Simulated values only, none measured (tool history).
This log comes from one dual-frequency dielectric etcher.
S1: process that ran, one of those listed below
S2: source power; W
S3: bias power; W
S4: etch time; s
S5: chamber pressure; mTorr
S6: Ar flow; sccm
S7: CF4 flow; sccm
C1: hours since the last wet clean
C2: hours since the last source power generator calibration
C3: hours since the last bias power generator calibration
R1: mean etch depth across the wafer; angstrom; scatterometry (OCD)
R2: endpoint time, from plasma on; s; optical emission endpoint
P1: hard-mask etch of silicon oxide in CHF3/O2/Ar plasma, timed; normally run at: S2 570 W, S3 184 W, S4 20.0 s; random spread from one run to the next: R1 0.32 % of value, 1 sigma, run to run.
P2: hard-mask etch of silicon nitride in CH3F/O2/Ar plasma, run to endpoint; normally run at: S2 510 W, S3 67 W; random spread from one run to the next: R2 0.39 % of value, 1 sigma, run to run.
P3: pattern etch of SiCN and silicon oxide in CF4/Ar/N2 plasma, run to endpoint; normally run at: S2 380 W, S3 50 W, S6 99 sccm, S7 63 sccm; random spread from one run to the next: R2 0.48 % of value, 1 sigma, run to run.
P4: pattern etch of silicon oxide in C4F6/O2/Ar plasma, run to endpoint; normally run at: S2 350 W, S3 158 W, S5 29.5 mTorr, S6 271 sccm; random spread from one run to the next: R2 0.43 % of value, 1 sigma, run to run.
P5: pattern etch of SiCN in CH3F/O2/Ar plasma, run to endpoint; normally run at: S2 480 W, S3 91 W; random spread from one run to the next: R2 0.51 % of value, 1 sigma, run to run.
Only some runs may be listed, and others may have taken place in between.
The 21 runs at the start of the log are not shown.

| run | day | S1 | S2 | S3 | S4 | S5 | S6 | S7 | C1 | C2 | C3 | R1 | R2 |
|---|---|---|---|---|---|---|---|---|---|---|---|---|---|
| 22 | 12.171 | P1 | 570 | 152 | 29.5 |  |  |  | 642.3 | 742.9 | 600.9 | 539.57 |  |
| 23 | 12.858 | P1 | 570 | 184 | 29.5 |  |  |  | 658.8 | 759.4 | 617.4 | 572.09 |  |
| 24 | 13.629 | P4 | 350 | 158 |  | 37.5 | 271 |  | 677.3 | 777.9 | 635.9 |  | 16.682 |
| 25 | 14.404 | P1 | 570 | 126 | 24.0 |  |  |  | 695.9 | 796.5 | 654.5 | 412.30 |  |
| 26 | 15.104 | P3 | 380 | 50 |  |  | 135 | 63 | 712.7 | 813.3 | 671.3 |  | 20.303 |
| 27 | 15.646 | P1 | 570 | 184 | 20.0 |  |  |  | 725.7 | 826.3 | 684.3 | 389.29 |  |
| 28 | 16.079 | P5 | 480 | 91 |  |  |  |  | 736.1 | 836.7 | 694.7 |  | 28.809 |
| 29 | 16.792 | P4 | 350 | 158 |  | 29.5 | 189 |  | 753.2 | 853.8 | 711.8 |  | 15.585 |
| 30 | 17.342 | P2 | 510 | 53 |  |  |  |  | 766.4 | 867.0 | 725.0 |  | 40.493 |
| 31 | 17.825 | P2 | 510 | 67 |  |  |  |  | 778.0 | 878.6 | 736.6 |  | 37.591 |
| 32 | 18.275 | P1 | 570 | 184 | 20.0 |  |  |  | 788.8 | 889.4 | 747.4 | 392.66 |  |
| 33 | 19.071 | P1 | 570 | 184 | 20.0 |  |  |  | 807.9 | 908.5 | 766.5 | 386.91 |  |

For run 34, what comes out?
| 34 | 19.675 | P1 | 570 | 184 | 20.0 |  |  |  | 822.4 | 923.0 | 781.0 | ? |  |

R1: 384.21 angstrom
